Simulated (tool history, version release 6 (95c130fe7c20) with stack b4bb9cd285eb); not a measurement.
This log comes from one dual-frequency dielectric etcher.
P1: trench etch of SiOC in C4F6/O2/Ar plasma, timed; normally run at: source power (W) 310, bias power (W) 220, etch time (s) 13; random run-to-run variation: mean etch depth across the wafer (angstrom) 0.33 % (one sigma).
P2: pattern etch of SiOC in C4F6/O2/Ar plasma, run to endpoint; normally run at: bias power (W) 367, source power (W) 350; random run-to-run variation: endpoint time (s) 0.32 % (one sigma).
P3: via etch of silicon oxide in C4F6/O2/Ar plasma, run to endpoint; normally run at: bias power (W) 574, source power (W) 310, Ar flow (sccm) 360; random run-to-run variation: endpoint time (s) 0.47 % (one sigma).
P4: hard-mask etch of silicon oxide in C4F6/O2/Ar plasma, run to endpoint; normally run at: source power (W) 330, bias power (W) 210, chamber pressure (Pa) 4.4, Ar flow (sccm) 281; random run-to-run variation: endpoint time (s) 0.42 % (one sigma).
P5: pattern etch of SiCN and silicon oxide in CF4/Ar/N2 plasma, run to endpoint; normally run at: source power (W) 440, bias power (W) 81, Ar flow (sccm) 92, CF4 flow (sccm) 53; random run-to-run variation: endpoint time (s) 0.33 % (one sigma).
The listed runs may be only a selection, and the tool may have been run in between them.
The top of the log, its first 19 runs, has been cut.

run,hour,process that ran,source power (W),bias power (W),etch time (s),Ar flow (sccm),CF4 flow (sccm),chamber pressure (Pa),mean etch depth across the wafer (angstrom),endpoint time (s)
20,120.7,P1,310,220,18.5,,,,366.25,
21,125.3,P2,350,259,,,,,,18.727
22,129.2,P5,620,81,,92,53,,,11.089
23,136.5,P1,310,220,8.5,,,,169.35,
24,142.7,P1,310,269,13,,,,277.32,
25,147.6,P5,440,81,,92,39,,,15.695
26,153.3,P1,370,220,13,,,,276.53,
27,160.2,P3,310,701,,360,,,,25.768
28,164.4,P1,310,220,13,,,,258.02,

What will run 29 give?
29,169.3,P4,420,210,,281,,4.4,,?

{"run 29": {"endpoint time (s)": 57.511}}
